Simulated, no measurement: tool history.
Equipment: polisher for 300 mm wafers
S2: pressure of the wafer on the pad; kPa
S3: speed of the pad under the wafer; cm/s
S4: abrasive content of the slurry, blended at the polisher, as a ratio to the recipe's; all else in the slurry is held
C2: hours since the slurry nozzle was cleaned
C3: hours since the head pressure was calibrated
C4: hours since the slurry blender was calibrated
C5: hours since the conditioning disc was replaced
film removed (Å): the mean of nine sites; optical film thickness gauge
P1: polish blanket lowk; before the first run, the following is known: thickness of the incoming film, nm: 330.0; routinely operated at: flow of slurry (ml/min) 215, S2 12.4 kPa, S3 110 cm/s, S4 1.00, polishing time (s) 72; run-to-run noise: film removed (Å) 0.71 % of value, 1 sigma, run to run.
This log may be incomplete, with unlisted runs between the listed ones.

Run 1, hour 10.7: flow of slurry (ml/min) 215, S2 12.4 kPa, S3 110 cm/s, S4 1.00, polishing time (s) 72; wafers polished on this pad 975; C2 380.7; C3 737.5; C4 86.8; C5 66.2. Result: film removed (Å) 272.24.
Run 2, hour 29.0: flow of slurry (ml/min) 215, S2 12.4 kPa, S3 110 cm/s, S4 1.00, polishing time (s) 113; wafers polished on this pad 1204; C2 399.0; C3 755.8; C4 105.1; C5 84.5. Result: film removed (Å) 424.46.
At hour 38.1: conditioning disc replaced and pad reconditioned.
Run 3, hour 38.7: flow of slurry (ml/min) 215, S2 12.4 kPa, S3 110 cm/s, S4 1.00, polishing time (s) 52; wafers polished on this pad 1326; C2 408.7; C3 765.5; C4 114.8; C5 0.6. Result: film removed (Å) 196.91.
Run 4, hour 53.8: flow of slurry (ml/min) 215, S2 12.4 kPa, S3 110 cm/s, S4 1.00, polishing time (s) 72; wafers polished on this pad 1516; C2 423.8; C3 780.6; C4 129.9; C5 15.7. Result: film removed (Å) 273.28.
Run 5, hour 68.3: flow of slurry (ml/min) 215, S2 12.4 kPa, S3 172 cm/s, S4 1.00, polishing time (s) 72; wafers polished on this pad 1697; C2 438.3; C3 795.1; C4 144.4; C5 30.2. Result: film removed (Å) 391.50.
Run 6, hour 83.4: flow of slurry (ml/min) 215, S2 12.4 kPa, S3 110 cm/s, S4 1.00, polishing time (s) 72; wafers polished on this pad 1887; C2 453.4; C3 810.2; C4 159.5; C5 45.3. Result: film removed (Å) 269.10.
Run 7, hour 97.3: flow of slurry (ml/min) 215, S2 12.4 kPa, S3 110 cm/s, S4 1.35, polishing time (s) 72; wafers polished on this pad 2061; C2 467.3; C3 824.1; C4 173.4; C5 59.2. Result: film removed (Å) 309.08.
Run 8, hour 108.9: flow of slurry (ml/min) 215, S2 12.4 kPa, S3 64 cm/s, S4 1.00, polishing time (s) 72; wafers polished on this pad 2207; C2 478.9; C3 835.7; C4 185.0; C5 70.8. Result: film removed (Å) 176.19.
Run 9, hour 124.6: flow of slurry (ml/min) 215, S2 12.4 kPa, S3 110 cm/s, S4 1.00, polishing time (s) 72; wafers polished on this pad 2404; C2 494.6; C3 851.4; C4 200.7; C5 86.5. Result: film removed (Å) 270.02.
Run 10, hour 139.9: flow of slurry (ml/min) 215, S2 12.4 kPa, S3 110 cm/s, S4 0.50, polishing time (s) 72; wafers polished on this pad 2596; C2 509.9; C3 866.7; C4 216.0; C5 101.8. Result: film removed (Å) 184.40.
Run 11, hour 158.8: flow of slurry (ml/min) 335, S2 12.4 kPa, S3 110 cm/s, S4 1.00, polishing time (s) 72; wafers polished on this pad 2833; C2 528.8; C3 885.6; C4 234.9; C5 120.7. Result: film removed (Å) 280.55.
Run 12, hour 176.0: flow of slurry (ml/min) 215, S2 9.0 kPa, S3 110 cm/s, S4 0.55, polishing time (s) 72; wafers polished on this pad 3049; C2 546.0; C3 902.8; C4 252.1; C5 137.9. Result: film removed (Å) 142.23.
Run 13, hour 193.9: flow of slurry (ml/min) 215, S2 12.4 kPa, S3 110 cm/s, S4 1.00, polishing time (s) 72; wafers polished on this pad 3273; C2 563.9; C3 920.7; C4 270.0; C5 155.8. Result: film removed (Å) 271.83.
Run 14, hour 202.5: flow of slurry (ml/min) 215, S2 12.4 kPa, S3 110 cm/s, S4 1.00, polishing time (s) 72; wafers polished on this pad 3381; C2 572.5; C3 929.3; C4 278.6; C5 164.4. Result: film removed (Å) 272.06.
Run 15, hour 212.8: flow of slurry (ml/min) 130, S2 12.4 kPa, S3 110 cm/s, S4 1.00, polishing time (s) 72; wafers polished on this pad 3510; C2 582.8; C3 939.6; C4 288.9; C5 174.7. Result: film removed (Å) 250.67.
Run 16, hour 229.3: flow of slurry (ml/min) 215, S2 17.9 kPa, S3 110 cm/s, S4 1.00, polishing time (s) 72; wafers polished on this pad 3717; C2 599.3; C3 956.1; C4 305.4; C5 191.2. Result: film removed (Å) 394.27.
Run 17, hour 245.9: flow of slurry (ml/min) 215, S2 5.5 kPa, S3 110 cm/s, S4 1.00, polishing time (s) 72; wafers polished on this pad 3926; C2 615.9; C3 972.7; C4 322.0; C5 207.8. Result: film removed (Å) 120.20.
At hour 252.5: slurry nozzle cleaned.
Run 18, hour 263.3: flow of slurry (ml/min) 215, S2 12.4 kPa, S3 110 cm/s, S4 1.00, polishing time (s) 72; wafers polished on this pad 4144; C2 10.9; C3 990.1; C4 339.4; C5 225.2. Result: film removed (Å) 269.96.
Run 19, hour 273.3: flow of slurry (ml/min) 315, S2 12.4 kPa, S3 110 cm/s, S4 1.00, polishing time (s) 100; wafers polished on this pad 4269; C2 20.9; C3 1000.1; C4 349.4; C5 235.2. Result: film removed (Å) 389.49.
Run 20, hour 292.5: flow of slurry (ml/min) 215, S2 12.4 kPa, S3 110 cm/s, S4 1.00, polishing time (s) 72; wafers polished on this pad 4510; C2 40.1; C3 1019.3; C4 368.6; C5 254.4. Result: film removed (Å) 271.11.
Run 21, hour 304.8: flow of slurry (ml/min) 215, S2 12.4 kPa, S3 110 cm/s, S4 1.00, polishing time (s) 72; wafers polished on this pad 4665; C2 52.4; C3 1031.6; C4 380.9; C5 266.7. Result: film removed (Å) 263.34.
Run 22, hour 314.4: flow of slurry (ml/min) 215, S2 12.4 kPa, S3 110 cm/s, S4 1.00, polishing time (s) 72; wafers polished on this pad 4785; C2 62.0; C3 1041.2; C4 390.5; C5 276.3. Result: film removed (Å) 258.87.
Run 23, hour 323.1: flow of slurry (ml/min) 215, S2 12.4 kPa, S3 110 cm/s, S4 1.00, polishing time (s) 72; wafers polished on this pad 4894; C2 70.7; C3 1049.9; C4 399.2; C5 285.0. Result: film removed (Å) 257.05.
At hour 330.2: head pressure recalibrated.
Run 24, hour 335.7: flow of slurry (ml/min) 215, S2 12.4 kPa, S3 110 cm/s, S4 1.00, polishing time (s) 72; wafers polished on this pad 5052; C2 83.3; C3 5.6; C4 411.8; C5 297.6. Result: film removed (Å) 249.98.
Run 25, hour 347.0: flow of slurry (ml/min) 215, S2 12.4 kPa, S3 110 cm/s, S4 1.00, polishing time (s) 72; wafers polished on this pad 5194; C2 94.6; C3 16.9; C4 423.1; C5 308.9. Result: film removed (Å) 250.37.
At hour 353.1: conditioning disc replaced and pad reconditioned.
At hour 354.2: slurry nozzle cleaned.
Run 26, hour 363.8: flow of slurry (ml/min) 215, S2 12.4 kPa, S3 110 cm/s, S4 1.00, polishing time (s) 72; wafers polished on this pad 5405; C2 9.6; C3 33.7; C4 439.9; C5 10.7. Result: film removed (Å) 246.21.
Run 27, hour 377.7: flow of slurry (ml/min) 215, S2 12.4 kPa, S3 110 cm/s, S4 1.00, polishing time (s) 72; wafers polished on this pad 5579; C2 23.5; C3 47.6; C4 453.8; C5 24.6. Result: film removed (Å) 246.74.
Run 28, hour 396.5: flow of slurry (ml/min) 215, S2 12.4 kPa, S3 110 cm/s, S4 1.00, polishing time (s) 72; wafers polished on this pad 5815; C2 42.3; C3 66.4; C4 472.6; C5 43.4. Result: film removed (Å) 246.29.

P1 has crept away from where it was. The log is fitted equally well by each of these 2 causes, at the sizes shown:
A: abrasive missing from the slurry, % = 17.9
B: removal rate lost through wear of the pad, % = 9.04
The gradual shift began around hour 292.5.
All other causes, with the reason each is excluded:
slurry flow missing at the pad, %: its service at hour 354.2 followed the start of the drift and did not put the process back to its old value
head's pressure below its setpoint, %: its service at hour 330.2 followed the start of the drift and did not put the process back to its old value
time polished since the conditioner stopped cutting, s: its service at hour 353.1 followed the start of the drift and did not put the process back to its old value

The list below offers 4 check runs, each averaging the results of 5 wafers, and shows each result as a question mark. For which of them would the listed causes give clearly different results?
Run check 1, hour 415.3: flow of slurry (ml/min) 160, S2 12.4 kPa, S3 110 cm/s, S4 1.00, polishing time (s) 102. Result: film removed (Å) ?.
Run check 2, hour 415.3: flow of slurry (ml/min) 310, S2 12.4 kPa, S3 110 cm/s, S4 1.00, polishing time (s) 99. Result: film removed (Å) ?.
Run check 3, hour 415.3: flow of slurry (ml/min) 215, S2 12.4 kPa, S3 110 cm/s, S4 0.60, polishing time (s) 72. Result: film removed (Å) ?.
Run check 4, hour 415.3: flow of slurry (ml/min) 215, S2 12.4 kPa, S3 170 cm/s, S4 1.00, polishing time (s) 112. Result: film removed (Å) ?.

Outcome of each check run for each possible cause:
  check            result    if A    if B
check 1  film removed (Å)  335.45  335.36
check 2  film removed (Å)  352.84  352.75
check 3  film removed (Å)  184.89  189.49
check 4  film removed (Å)  544.24  544.10
Per-check spread between the two closest causes, in the result where they differ most: check 1 0.03 %; check 2 0.03 %; check 3 2.46 %; check 4 0.03 %
Only in check 3 would the causes give clearly different results; in the remaining checks their results would be nearly the same.

The results of check 3 are: film removed (Å) 188.49. Based on these, which of the listed causes is it?

Of the candidate causes, it is B: removal rate lost through wear of the pad, %.

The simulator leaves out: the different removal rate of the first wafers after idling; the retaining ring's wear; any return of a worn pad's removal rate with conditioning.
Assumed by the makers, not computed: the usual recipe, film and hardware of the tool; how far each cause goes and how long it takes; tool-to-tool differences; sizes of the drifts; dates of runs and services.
